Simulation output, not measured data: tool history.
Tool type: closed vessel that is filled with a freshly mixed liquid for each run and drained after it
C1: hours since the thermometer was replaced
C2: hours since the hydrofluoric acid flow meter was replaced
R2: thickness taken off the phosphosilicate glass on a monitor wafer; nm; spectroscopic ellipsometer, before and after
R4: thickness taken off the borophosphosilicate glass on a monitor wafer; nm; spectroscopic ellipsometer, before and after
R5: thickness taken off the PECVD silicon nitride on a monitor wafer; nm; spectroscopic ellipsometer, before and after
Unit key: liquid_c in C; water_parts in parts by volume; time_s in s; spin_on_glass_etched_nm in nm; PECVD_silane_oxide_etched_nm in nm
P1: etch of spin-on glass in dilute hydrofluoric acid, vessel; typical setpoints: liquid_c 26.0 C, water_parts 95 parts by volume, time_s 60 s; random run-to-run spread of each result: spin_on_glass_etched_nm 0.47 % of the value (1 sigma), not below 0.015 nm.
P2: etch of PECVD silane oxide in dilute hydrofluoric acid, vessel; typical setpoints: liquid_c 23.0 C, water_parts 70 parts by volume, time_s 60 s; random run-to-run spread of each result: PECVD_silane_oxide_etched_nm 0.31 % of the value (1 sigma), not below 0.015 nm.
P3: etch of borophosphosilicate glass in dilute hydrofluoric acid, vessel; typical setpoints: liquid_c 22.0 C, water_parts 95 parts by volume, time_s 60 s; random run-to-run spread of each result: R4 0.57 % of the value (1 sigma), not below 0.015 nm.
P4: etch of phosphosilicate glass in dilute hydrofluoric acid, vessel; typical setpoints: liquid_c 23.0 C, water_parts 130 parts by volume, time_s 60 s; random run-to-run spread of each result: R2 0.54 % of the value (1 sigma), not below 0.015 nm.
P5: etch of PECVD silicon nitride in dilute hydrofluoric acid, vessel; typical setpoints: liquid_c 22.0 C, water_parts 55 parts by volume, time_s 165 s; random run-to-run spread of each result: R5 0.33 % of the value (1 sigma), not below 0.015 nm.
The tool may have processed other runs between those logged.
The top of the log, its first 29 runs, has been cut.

Run 30, hour 386.3: process P1, liquid_c 21.5 C, water_parts 55 parts by volume, time_s 60 s; C1 1162.4; C2 574.6. Result: spin_on_glass_etched_nm 51.144 nm.
Run 31, hour 394.1: process P1, liquid_c 18.0 C, water_parts 150 parts by volume, time_s 60 s; C1 1170.2; C2 582.4. Result: spin_on_glass_etched_nm 14.475 nm.
Run 32, hour 404.1: process P1, liquid_c 21.0 C, water_parts 95 parts by volume, time_s 60 s; C1 1180.2; C2 592.4. Result: spin_on_glass_etched_nm 27.424 nm.
Run 33, hour 411.7: process P5, liquid_c 22.0 C, water_parts 55 parts by volume, time_s 165 s; C1 1187.8; C2 600.0. Result: R5 13.6190 nm.
Run 34, hour 425.1: process P4, liquid_c 23.0 C, water_parts 215 parts by volume, time_s 60 s; C1 1201.2; C2 613.4. Result: R2 22.767 nm.
Run 35, hour 442.0: process P1, liquid_c 26.0 C, water_parts 95 parts by volume, time_s 60 s; C1 1218.1; C2 630.3. Result: spin_on_glass_etched_nm 33.891 nm.
Run 36, hour 453.1: process P1, liquid_c 26.0 C, water_parts 95 parts by volume, time_s 60 s; C1 1229.2; C2 641.4. Result: spin_on_glass_etched_nm 32.911 nm.
Run 37, hour 463.8: process P1, liquid_c 26.0 C, water_parts 95 parts by volume, time_s 60 s; C1 1239.9; C2 652.1. Result: spin_on_glass_etched_nm 32.163 nm.
Run 38, hour 474.7: process P1, liquid_c 26.0 C, water_parts 95 parts by volume, time_s 60 s; C1 1250.8; C2 663.0. Result: spin_on_glass_etched_nm 32.158 nm.
Run 39, hour 489.8: process P1, liquid_c 26.0 C, water_parts 95 parts by volume, time_s 60 s; C1 1265.9; C2 678.1. Result: spin_on_glass_etched_nm 31.267 nm.
Run 40, hour 503.1: process P1, liquid_c 26.0 C, water_parts 95 parts by volume, time_s 60 s; C1 1279.2; C2 691.4. Result: spin_on_glass_etched_nm 31.097 nm.

Run 41, settings as shown, results not yet in. Your forecast:
Run 41, hour 517.5: process P1, liquid_c 26.0 C, water_parts 95 parts by volume, time_s 60 s; C1 1293.6; C2 705.8. Result: spin_on_glass_etched_nm ?.

Run 41 yielded spin_on_glass_etched_nm 30.968 nm.

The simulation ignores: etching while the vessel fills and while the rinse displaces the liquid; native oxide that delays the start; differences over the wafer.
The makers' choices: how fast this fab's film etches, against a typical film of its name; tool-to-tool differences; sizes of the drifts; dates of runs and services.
